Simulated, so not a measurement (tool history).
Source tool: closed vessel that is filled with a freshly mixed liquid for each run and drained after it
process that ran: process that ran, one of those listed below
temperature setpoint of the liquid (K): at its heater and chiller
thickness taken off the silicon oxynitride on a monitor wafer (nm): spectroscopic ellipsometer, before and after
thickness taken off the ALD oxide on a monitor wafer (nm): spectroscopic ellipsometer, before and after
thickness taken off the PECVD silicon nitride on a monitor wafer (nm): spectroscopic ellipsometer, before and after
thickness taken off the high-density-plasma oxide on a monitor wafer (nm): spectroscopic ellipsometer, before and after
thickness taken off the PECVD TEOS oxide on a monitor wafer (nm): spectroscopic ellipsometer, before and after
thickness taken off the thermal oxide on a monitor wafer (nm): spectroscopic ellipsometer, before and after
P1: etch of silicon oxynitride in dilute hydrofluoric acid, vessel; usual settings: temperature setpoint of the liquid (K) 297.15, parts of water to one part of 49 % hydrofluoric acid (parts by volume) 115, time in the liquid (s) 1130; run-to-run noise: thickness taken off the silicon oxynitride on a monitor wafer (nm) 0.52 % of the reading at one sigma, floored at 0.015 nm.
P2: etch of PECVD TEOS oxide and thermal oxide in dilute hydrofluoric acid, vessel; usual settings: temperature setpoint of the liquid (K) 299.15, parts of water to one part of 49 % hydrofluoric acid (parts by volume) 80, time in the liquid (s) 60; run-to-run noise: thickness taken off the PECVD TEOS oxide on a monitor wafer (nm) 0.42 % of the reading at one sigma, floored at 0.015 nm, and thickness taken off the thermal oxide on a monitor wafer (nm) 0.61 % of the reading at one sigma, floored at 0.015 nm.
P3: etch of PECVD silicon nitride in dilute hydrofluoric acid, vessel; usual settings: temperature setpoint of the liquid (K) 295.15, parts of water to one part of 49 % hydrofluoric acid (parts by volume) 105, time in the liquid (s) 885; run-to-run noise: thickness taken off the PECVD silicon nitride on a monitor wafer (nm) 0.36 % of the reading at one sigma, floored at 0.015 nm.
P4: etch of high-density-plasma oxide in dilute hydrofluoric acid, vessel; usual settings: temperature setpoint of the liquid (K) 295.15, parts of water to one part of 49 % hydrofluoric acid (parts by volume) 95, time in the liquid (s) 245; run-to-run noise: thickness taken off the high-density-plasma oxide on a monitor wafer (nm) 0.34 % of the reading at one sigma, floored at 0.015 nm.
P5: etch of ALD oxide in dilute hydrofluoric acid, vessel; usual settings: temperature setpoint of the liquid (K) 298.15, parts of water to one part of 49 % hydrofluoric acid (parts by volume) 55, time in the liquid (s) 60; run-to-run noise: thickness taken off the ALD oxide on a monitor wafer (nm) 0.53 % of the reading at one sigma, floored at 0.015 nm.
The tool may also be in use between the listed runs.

run,hour,process that ran,temperature setpoint of the liquid (K),parts of water to one part of 49 % hydrofluoric acid (parts by volume),time in the liquid (s),hours since the thermometer was replaced,hours since the hydrofluoric acid flow meter was replaced,thickness taken off the silicon oxynitride on a monitor wafer (nm),thickness taken off the ALD oxide on a monitor wafer (nm),thickness taken off the PECVD silicon nitride on a monitor wafer (nm),thickness taken off the high-density-plasma oxide on a monitor wafer (nm),thickness taken off the PECVD TEOS oxide on a monitor wafer (nm),thickness taken off the thermal oxide on a monitor wafer (nm)
1,6.7,P1,297.15,115,1130,1263.8,185.2,45.8460,,,,,
2,12.2,P5,298.15,55,100,1269.3,190.7,,43.449,,,,
3,19.5,P1,297.15,115,1130,1276.6,198.0,45.8700,,,,,
4,24.2,P1,291.15,165,1130,1281.3,202.7,23.2260,,,,,
5,29.7,P1,297.15,30,1130,1286.8,208.2,188.1900,,,,,
6,34.1,P3,295.15,105,1565,1291.2,212.6,,,66.929,,,
7,39.6,P4,295.15,55,245,1296.7,218.1,,,,22.604,,
# hour 41.8: thermometer replaced
8,48.1,P1,297.15,115,170,6.3,226.6,6.8262,,,,,
9,55.6,P4,295.15,95,245,13.8,234.1,,,,12.378,,
10,64.2,P1,297.15,115,1130,22.4,242.7,45.7660,,,,,
11,69.5,P2,299.15,110,60,27.7,248.0,,,,,4.9803,2.7825
12,77.4,P5,298.15,55,60,35.6,255.9,,25.982,,,,
13,82.1,P1,297.15,115,1130,40.3,260.6,45.6830,,,,,
14,90.5,P5,291.65,55,60,48.7,269.0,,19.721,,,,
15,95.4,P1,301.65,115,1130,53.6,273.9,56.3260,,,,,
16,99.5,P4,295.15,95,245,57.7,278.0,,,,12.370,,
17,105.9,P3,290.15,105,885,64.1,284.4,,,26.940,,,
18,112.6,P5,298.15,55,60,70.8,291.1,,26.014,,,,
19,118.2,P1,297.15,60,1790,76.4,296.7,145.5400,,,,,
# hour 121.3: hydrofluoric acid flow meter replaced
20,122.6,P4,300.65,95,245,80.8,1.3,,,,15.417,,
21,127.1,P1,292.15,115,1130,85.3,5.8,36.0910,,,,,
22,132.6,P3,295.15,105,885,90.8,11.3,,,37.722,,,
23,141.1,P1,297.15,115,2145,99.3,19.8,86.5400,,,,,
24,147.8,P1,297.15,170,1130,106.0,26.5,29.7860,,,,,
25,153.6,P4,295.15,95,30,111.8,32.3,,,,1.536,,
26,158.3,P5,298.15,90,60,116.5,37.0,,15.088,,,,
27,165.4,P2,299.15,80,60,123.6,44.1,,,,,7.1723,3.9624
28,171.5,P1,293.15,60,1130,129.7,50.2,75.3870,,,,,
29,179.1,P2,291.65,80,60,137.3,57.8,,,,,5.2066,2.9787
30,187.9,P3,295.15,150,885,146.1,66.6,,,26.635,,,

For run 31, what comes out?
31,192.1,P1,297.15,115,1130,150.3,70.8,?,,,,,

Run 31 yielded thickness taken off the silicon oxynitride on a monitor wafer (nm) 45.8020.

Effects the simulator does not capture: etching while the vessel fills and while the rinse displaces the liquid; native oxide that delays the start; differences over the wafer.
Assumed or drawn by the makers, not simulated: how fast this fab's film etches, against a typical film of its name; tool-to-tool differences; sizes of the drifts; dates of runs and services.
